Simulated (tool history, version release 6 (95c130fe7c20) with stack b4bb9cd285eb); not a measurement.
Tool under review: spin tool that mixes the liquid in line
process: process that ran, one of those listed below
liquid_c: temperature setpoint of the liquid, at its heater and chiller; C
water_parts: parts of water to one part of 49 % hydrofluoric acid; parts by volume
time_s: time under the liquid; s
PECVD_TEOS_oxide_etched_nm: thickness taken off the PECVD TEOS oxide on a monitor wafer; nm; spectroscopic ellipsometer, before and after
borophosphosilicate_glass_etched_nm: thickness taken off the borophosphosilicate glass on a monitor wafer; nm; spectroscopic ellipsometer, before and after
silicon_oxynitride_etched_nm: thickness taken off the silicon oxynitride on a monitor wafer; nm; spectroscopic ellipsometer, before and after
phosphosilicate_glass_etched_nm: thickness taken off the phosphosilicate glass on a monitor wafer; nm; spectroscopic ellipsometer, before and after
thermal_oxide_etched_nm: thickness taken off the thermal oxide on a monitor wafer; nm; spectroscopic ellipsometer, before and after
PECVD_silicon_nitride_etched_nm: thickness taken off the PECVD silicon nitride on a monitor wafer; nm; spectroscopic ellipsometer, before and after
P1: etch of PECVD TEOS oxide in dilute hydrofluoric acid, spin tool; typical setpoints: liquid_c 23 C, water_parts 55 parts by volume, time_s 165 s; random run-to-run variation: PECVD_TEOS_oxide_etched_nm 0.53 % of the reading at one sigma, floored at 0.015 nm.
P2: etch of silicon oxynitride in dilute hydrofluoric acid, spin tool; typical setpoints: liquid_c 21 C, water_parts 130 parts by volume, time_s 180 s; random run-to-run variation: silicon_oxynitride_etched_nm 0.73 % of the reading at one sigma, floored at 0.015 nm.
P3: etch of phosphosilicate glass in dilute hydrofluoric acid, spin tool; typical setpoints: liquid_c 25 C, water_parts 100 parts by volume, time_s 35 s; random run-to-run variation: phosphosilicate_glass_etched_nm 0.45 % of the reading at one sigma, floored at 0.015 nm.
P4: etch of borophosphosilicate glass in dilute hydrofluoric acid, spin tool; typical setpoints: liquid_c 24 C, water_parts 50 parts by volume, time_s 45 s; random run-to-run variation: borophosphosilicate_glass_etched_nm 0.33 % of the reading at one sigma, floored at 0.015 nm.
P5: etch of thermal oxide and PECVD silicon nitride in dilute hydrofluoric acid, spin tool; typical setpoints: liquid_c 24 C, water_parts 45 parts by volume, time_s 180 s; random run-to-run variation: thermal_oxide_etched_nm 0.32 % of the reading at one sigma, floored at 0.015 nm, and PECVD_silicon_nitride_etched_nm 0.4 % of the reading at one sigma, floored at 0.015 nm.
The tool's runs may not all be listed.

run,hour,process,liquid_c,water_parts,time_s,hours since the thermometer was replaced,hours since the hydrofluoric acid flow meter was replaced,PECVD_TEOS_oxide_etched_nm,borophosphosilicate_glass_etched_nm,silicon_oxynitride_etched_nm,phosphosilicate_glass_etched_nm,thermal_oxide_etched_nm,PECVD_silicon_nitride_etched_nm
1,9.2,P1,23,55,165,325.7,223.8,42.253,,,,,
2,21.1,P1,23,55,165,337.6,235.7,42.386,,,,,
3,32.9,P4,24,20,45,349.4,247.5,,141.84,,,,
4,46,P1,17,55,165,362.5,260.6,32.84,,,,,
5,57.8,P2,21,130,180,374.3,272.4,,,3.578,,,
6,68.8,P3,25,60,35,385.3,283.4,,,,75.636,,
7,85.4,P2,21,130,180,401.9,300,,,3.5796,,,
8,100.1,P2,17,130,180,416.6,314.7,,,2.9583,,,
9,111.3,P3,25,100,35,427.8,325.9,,,,43.612,,
10,121.6,P1,23,55,165,438.1,336.2,42.345,,,,,
11,130,P4,24,50,45,446.5,344.6,,54.51,,,,
12,142.1,P1,23,55,245,458.6,356.7,62.503,,,,,
13,157.6,P1,23,55,50,474.1,372.2,12.8,,,,,
14,169.2,P2,21,25,180,485.7,383.8,,,20.108,,,
15,184,P5,24,20,180,500.5,398.6,,,,,43.135,24.26
16,200.4,P5,24,45,80,516.9,415,,,,,8.2262,4.8703
17,216.9,P1,23,55,165,533.4,431.5,42.846,,,,,
18,231.7,P4,24,50,45,548.2,446.3,,54.331,,,,
19,245.1,P1,23,55,165,561.6,459.7,42.491,,,,,
20,254.9,P1,28.5,55,165,571.4,469.5,53.357,,,,,
21,267.3,P5,24,45,180,583.8,481.9,,,,,18.51,11.035
22,276.8,P1,23,20,165,593.3,491.4,123.71,,,,,
23,288.9,P4,24,50,80,605.4,503.5,,96.8,,,,
24,298.3,P3,33,100,35,614.8,512.9,,,,58.693,,
25,315.6,P4,28.5,50,45,632.1,530.2,,65.209,,,,
26,333.7,P1,28.5,55,300,650.2,548.3,96.245,,,,,
27,348.5,P3,25,100,65,665,563.1,,,,80.341,,
28,367.1,P5,17,45,180,683.6,581.7,,,,,13.694,6.7783
29,377.2,P2,21,130,45,693.7,591.8,,,0.9116,,,
30,387.4,P3,25,100,35,703.9,602,,,,43.243,,
31,405.4,P1,23,105,165,721.9,620,20.79,,,,,
32,422.8,P1,23,55,165,739.3,637.4,42.625,,,,,
33,431.5,P1,23,55,165,748,646.1,43.972,,,,,
34,440.6,P1,23,55,165,757.1,655.2,44.467,,,,,
35,455.8,P1,23,55,165,772.3,670.4,45.056,,,,,
36,469.6,P1,23,55,165,786.1,684.2,45.771,,,,,
37,485.6,P1,23,55,165,802.1,700.2,46.019,,,,,
38,495.7,P1,23,55,165,812.2,710.3,45.391,,,,,
39,507.6,P1,23,55,165,824.1,722.2,45.409,,,,,

The output of P1 has drifted from where it used to be. Each of the 2 causes below, taken at the size shown beside it, accounts for the log equally well:
A: liquid hotter than its thermometer reads (K) = 1.81
B: hydrofluoric acid flow above the setpoint (%) = 7.18
Onset of the creep was near hour 422.8.

4 check runs are offered, one wafer each, their results left as question marks. Which one tells the causes apart?
check 1,519.5,P2,21,130,180,,,,,?,,,
check 2,519.5,P5,24,45,180,,,,,,,?,?
check 3,519.5,P3,25,100,35,,,,,,?,,
check 4,519.5,P4,24,50,45,,,,?,,,,

Predicted outcomes, by check and by cause:
check,result,if A,if B
check 1,silicon_oxynitride_etched_nm,3.8963,3.8579
check 2,thermal_oxide_etched_nm,19.919,19.899
check 2,PECVD_silicon_nitride_etched_nm,12.504,11.846
check 3,phosphosilicate_glass_etched_nm,46.467,46.81
check 4,borophosphosilicate_glass_etched_nm,58.614,58.605
Gap, in per cent, between the two causes that each check separates least, read from the result that separates them most: check 1 0.99 %; check 2 5.4 %; check 3 0.73 %; check 4 0.02 %
Check 2 tells the causes apart: in the others they would give nearly the same result.

With check 2 done, the readings were: thermal_oxide_etched_nm 19.888 nm; PECVD_silicon_nitride_etched_nm 11.889 nm. Identify which of the listed causes applies.

It is B: hydrofluoric acid flow above the setpoint (%).
